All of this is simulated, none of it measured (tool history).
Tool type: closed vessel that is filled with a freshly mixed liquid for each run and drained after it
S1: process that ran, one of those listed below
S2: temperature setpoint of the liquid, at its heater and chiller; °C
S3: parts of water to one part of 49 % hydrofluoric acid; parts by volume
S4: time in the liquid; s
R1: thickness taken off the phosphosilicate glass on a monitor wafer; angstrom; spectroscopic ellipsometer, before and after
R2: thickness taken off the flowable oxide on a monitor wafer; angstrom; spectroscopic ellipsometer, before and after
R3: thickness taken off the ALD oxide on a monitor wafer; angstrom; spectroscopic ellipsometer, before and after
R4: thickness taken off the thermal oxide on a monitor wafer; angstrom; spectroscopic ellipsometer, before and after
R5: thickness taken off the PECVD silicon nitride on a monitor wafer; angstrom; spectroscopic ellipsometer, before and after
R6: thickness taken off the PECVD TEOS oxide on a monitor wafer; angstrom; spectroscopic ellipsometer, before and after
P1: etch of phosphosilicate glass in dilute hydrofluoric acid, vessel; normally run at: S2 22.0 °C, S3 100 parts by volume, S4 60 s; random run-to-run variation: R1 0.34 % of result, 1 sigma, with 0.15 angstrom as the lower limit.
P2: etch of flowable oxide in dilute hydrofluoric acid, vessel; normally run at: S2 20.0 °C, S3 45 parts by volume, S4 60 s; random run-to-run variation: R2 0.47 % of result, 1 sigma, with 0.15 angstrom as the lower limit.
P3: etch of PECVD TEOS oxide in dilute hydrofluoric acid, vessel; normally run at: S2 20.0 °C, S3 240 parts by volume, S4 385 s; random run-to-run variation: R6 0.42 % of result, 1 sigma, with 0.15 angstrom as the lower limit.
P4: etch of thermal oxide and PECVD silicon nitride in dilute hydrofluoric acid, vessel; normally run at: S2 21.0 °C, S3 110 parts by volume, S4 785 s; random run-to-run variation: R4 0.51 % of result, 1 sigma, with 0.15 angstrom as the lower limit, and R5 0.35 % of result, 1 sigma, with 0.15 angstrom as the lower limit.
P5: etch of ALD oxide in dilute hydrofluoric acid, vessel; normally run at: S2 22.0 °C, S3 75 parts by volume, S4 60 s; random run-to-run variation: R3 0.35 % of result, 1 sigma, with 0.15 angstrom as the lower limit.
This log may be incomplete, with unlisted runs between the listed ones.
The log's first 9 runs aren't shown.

run   hour  S1    S2   S3   S4       R1      R2      R3      R4       R5      R6
 10  104.2  P1  22.0  100   30   559.13
 11  114.5  P4  21.0  110  785                           291.89  168.380
 12  127.8  P1  22.0  155   60   677.46
 13  137.6  P1  22.0  100   95  1759.30
 14  150.9  P5  22.0  130   60                   103.74
 15  156.8  P4  21.0  195  785                           148.89   96.512
 16  165.5  P1  22.0  155   95  1066.70
 17  177.8  P2  20.0   45   60           549.98
 18  191.0  P3  20.0   40  385                                            717.05
 19  202.4  P2  25.5   45   60           686.80
 20  211.4  P5  27.5   75   60                   240.12
 21  218.9  P1  17.0  100   60   906.84
 22  225.9  P2  20.0   45   60           545.24

What will run 23 give?
 23  237.6  P3  20.0  240  615                       ?

Run 23 produced R6 154.64 angstrom.
